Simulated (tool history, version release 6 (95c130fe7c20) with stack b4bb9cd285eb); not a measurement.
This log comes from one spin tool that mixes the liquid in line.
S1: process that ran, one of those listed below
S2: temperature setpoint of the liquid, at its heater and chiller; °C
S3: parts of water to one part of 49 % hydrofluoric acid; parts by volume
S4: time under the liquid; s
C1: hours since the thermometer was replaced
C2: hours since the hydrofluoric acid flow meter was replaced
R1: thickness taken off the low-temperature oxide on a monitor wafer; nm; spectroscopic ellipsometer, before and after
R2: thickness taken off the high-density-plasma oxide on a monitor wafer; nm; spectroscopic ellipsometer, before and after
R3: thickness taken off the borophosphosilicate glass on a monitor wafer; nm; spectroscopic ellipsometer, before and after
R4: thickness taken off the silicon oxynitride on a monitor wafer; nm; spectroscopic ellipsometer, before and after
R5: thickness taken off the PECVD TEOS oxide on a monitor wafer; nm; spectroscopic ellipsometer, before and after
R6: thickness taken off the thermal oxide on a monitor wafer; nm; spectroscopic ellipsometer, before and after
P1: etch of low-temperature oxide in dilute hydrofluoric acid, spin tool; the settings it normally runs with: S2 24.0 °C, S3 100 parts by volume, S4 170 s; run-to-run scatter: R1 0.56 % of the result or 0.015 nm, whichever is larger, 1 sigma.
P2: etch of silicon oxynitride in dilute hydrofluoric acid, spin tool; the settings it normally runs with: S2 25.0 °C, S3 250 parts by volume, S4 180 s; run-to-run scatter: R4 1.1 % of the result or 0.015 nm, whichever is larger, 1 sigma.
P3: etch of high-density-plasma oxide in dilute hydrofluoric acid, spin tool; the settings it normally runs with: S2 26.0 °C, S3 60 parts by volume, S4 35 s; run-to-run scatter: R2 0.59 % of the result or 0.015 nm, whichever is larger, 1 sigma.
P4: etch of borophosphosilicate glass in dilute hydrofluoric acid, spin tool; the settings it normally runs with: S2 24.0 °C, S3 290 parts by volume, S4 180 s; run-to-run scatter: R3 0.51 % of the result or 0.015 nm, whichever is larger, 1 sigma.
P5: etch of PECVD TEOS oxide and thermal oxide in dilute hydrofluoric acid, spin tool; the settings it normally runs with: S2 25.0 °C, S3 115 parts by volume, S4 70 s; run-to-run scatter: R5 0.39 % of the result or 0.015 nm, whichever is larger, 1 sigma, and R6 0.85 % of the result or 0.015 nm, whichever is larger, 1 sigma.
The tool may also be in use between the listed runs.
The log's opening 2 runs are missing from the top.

run     day  S1    S2   S3   S4      C1     C2       R1      R2      R3       R4       R5      R6
  3   1.442  P3  26.0   60   35  1342.2  900.9           4.5325
  4   2.092  P4  30.5  290  180  1357.8  916.5                   22.604
  5   2.646  P2  25.0  445  180  1371.1  929.8                           1.11130
  6   3.071  P4  24.0  450  180  1381.3  940.0                   10.180
  7   3.450  P2  25.0  250  180  1390.4  949.1                           2.26590
  8   3.825  P5  17.0  115   70  1399.4  958.1                                     9.4455  2.1485
  9   4.150  P3  26.0   60   35  1407.2  965.9           4.5451
 10   4.479  P5  25.0  115  125  1415.1  973.8                                    23.1710  5.3551
      4.529  -- hydrofluoric acid flow meter replaced
 11   4.804  P1  24.0   25  245  1422.9    6.6  181.730
 12   5.312  P2  32.5  250  180  1435.1   18.8                           3.05940
 13   5.958  P5  25.0  115   70  1450.6   34.3                                    12.9640  2.9937
 14   6.367  P2  25.0  250   60  1460.4   44.1                           0.75656
 15   7.021  P4  24.0  290  180  1476.1   59.8                   18.188
 16   7.642  P1  17.5  100  170  1491.0   74.7   21.871
 17   8.246  P4  24.0  290  280  1505.5   89.2                   28.136
 18   8.838  P1  24.0  100  170  1519.7  103.4   28.219
 19   9.317  P3  26.0   60   15  1531.2  114.9           1.9244
 20   9.983  P1  24.0  100  170  1547.2  130.9   28.520
 21  10.454  P1  24.0   50  170  1558.5  142.2   60.853
 22  11.025  P5  25.0  115   70  1572.2  155.9                                    12.9550  3.0166

Run 23, settings as shown, results not yet in. Your forecast:
 23  11.688  P4  24.0  290  180  1588.1  171.8           ?

R3: 18.022 nm
